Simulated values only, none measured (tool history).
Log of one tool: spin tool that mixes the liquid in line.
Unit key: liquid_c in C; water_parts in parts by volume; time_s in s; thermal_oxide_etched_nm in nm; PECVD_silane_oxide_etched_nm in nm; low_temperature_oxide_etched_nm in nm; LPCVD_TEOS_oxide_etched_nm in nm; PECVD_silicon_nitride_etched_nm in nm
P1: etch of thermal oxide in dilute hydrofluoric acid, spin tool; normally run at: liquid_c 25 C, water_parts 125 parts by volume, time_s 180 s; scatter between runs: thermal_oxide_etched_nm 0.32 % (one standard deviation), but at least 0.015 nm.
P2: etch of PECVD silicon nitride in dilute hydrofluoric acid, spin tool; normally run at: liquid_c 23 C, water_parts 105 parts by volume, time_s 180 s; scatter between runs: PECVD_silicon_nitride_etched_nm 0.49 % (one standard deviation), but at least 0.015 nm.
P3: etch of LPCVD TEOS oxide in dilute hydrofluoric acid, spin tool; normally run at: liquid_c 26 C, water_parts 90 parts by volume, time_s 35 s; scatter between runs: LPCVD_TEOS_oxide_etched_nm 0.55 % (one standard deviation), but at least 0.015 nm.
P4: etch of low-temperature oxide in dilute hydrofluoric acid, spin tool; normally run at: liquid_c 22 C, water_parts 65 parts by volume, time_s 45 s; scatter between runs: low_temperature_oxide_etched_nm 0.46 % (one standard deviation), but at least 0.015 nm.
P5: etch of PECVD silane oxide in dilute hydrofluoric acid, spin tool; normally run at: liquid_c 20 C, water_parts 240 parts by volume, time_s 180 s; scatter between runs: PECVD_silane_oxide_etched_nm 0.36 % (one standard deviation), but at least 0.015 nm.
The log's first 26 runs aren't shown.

run     day  process  liquid_c  water_parts  time_s  hours since the thermometer was replaced  hours since the hydrofluoric acid flow meter was replaced  thermal_oxide_etched_nm  PECVD_silane_oxide_etched_nm  low_temperature_oxide_etched_nm  LPCVD_TEOS_oxide_etched_nm  PECVD_silicon_nitride_etched_nm
 27  11.083       P5        17          240     180                                    1816.3                                                     1433.1                                                  11.68
 28  11.392       P4        22           65      45                                    1823.7                                                     1440.5                                                                                  8.2951
 29  11.671       P5        20          240      15                                    1830.4                                                     1447.2                                                 1.0873
 30  12.017       P1      18.5          125     255                                    1838.7                                                     1455.5                   7.0763
 31  12.325       P4        22           65      45                                    1846.1                                                     1462.9                                                                                  8.3438
 32  12.846       P3      22.5           90      35                                    1858.6                                                     1475.4                                                                                                              10.017
 33  13.304       P1        25          125      50                                    1869.6                                                     1486.4                   1.8123
 34  13.767       P1        25          125     180                                    1880.7                                                     1497.5                   6.5354
 35   14.05       P1        25          125     180                                    1887.5                                                     1504.3                   6.5045

For run 36, what comes out?
 36  14.479       P1        25          125     180                                    1897.8                                                     1514.6                        ?

{"run 36": {"thermal_oxide_etched_nm": 6.3033}}
